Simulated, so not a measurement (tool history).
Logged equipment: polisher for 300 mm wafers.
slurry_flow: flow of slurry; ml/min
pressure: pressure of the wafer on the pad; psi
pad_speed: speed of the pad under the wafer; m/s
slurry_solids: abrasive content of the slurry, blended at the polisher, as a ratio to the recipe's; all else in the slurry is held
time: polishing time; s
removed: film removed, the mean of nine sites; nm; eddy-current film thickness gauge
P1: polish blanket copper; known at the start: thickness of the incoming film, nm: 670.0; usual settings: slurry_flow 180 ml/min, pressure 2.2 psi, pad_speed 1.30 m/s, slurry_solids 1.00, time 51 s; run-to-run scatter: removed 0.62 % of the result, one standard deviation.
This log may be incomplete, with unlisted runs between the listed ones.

run,hour,slurry_flow,pressure,pad_speed,slurry_solids,time,wafers polished on this pad,hours since the slurry nozzle was cleaned,hours since the head pressure was calibrated,hours since the slurry blender was calibrated,removed
1,5.3,180,2.2,1.30,1.00,51,1037,216.7,926.0,104.2,149.890
2,10.0,180,2.2,1.30,1.00,51,1085,221.4,930.7,108.9,149.990
3,14.2,180,2.2,1.30,1.00,51,1129,225.6,934.9,113.1,150.940
4,19.0,180,1.3,1.30,1.00,51,1178,230.4,939.7,117.9,90.016
5,24.4,180,2.2,1.30,1.00,51,1234,235.8,945.1,123.3,150.110
6,28.0,180,2.2,2.06,1.00,51,1271,239.4,948.7,126.9,239.800
7,32.8,180,2.2,0.82,1.00,51,1320,244.2,953.5,131.7,94.387
8,35.3,180,2.2,1.30,1.00,68,1346,246.7,956.0,134.2,203.360
9,40.9,180,2.2,0.82,1.25,51,1404,252.3,961.6,139.8,99.681
# hour 44.6: head pressure recalibrated
10,45.9,180,1.6,2.02,1.00,51,1456,257.3,1.3,144.8,169.630
11,50.2,180,2.2,1.30,1.00,38,1500,261.6,5.6,149.1,112.660
12,53.7,180,1.0,1.30,1.00,71,1536,265.1,9.1,152.6,95.115
13,57.7,180,2.2,1.30,0.55,51,1577,269.1,13.1,156.6,133.040
14,62.0,180,3.2,1.30,1.00,51,1622,273.4,17.4,160.9,222.830
# hour 65.1: slurry nozzle cleaned
15,67.0,180,2.2,1.30,1.25,51,1673,1.9,22.4,165.9,157.710

Run 16 has not been measured yet. What should we expect?
16,70.7,110,2.2,1.30,1.00,51,1712,5.6,26.1,169.6,?

removed: 137.370 nm
